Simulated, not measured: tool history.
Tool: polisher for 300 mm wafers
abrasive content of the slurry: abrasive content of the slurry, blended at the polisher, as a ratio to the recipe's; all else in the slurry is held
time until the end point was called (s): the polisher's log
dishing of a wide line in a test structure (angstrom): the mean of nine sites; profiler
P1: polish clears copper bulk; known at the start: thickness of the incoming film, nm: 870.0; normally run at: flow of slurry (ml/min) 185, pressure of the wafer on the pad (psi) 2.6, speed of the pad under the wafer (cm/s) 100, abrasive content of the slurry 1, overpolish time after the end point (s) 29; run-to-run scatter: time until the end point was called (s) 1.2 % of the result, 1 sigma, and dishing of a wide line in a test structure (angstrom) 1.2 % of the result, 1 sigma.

run,hour,flow of slurry (ml/min),pressure of the wafer on the pad (psi),speed of the pad under the wafer (cm/s),abrasive content of the slurry,overpolish time after the end point (s),time until the end point was called (s),dishing of a wide line in a test structure (angstrom)
1,10.9,185,2.6,100,1,29,100.92,1097.5
2,17,185,2.6,100,1,15,102.1,746.89
3,28.1,110,2.6,100,1,29,111.46,1072.1
4,39.5,185,3.9,100,1,29,66.911,1418.9
5,51.5,185,1.2,100,1,29,219.12,621.31
6,58.8,185,2.6,100,1,29,101.63,1114.2
# hour 59.2: slurry nozzle cleaned
7,67.2,185,2.6,100,1,29,100.22,1105.5
8,72.9,185,2.6,100,1.45,29,93.66,1144.3
9,81.3,185,2.6,100,1,29,102.52,1119
10,88.3,185,2.6,100,1,29,101.19,1093.2
11,95.5,270,2.6,100,1,29,98.026,1142
12,103.3,185,2.6,44,1,29,226.58,661.96
13,114.3,110,2.6,100,1,50,109.54,1327.8
14,126.1,185,2.6,156,1,29,64.002,1339.3
15,137.1,185,2.6,100,0.6,29,111.86,1049.9
16,144,185,2.6,100,1,29,101,1123.5
17,156.4,185,3.5,128,1,29,58.594,1458.1
18,164.5,185,2.6,100,1,53,101.42,1388.5

Run 19 comes next. What will it give?
19,171.6,185,2.6,100,1,29,?,?

Run 19 gave time until the end point was called (s) 100.38, dishing of a wide line in a test structure (angstrom) 1097.
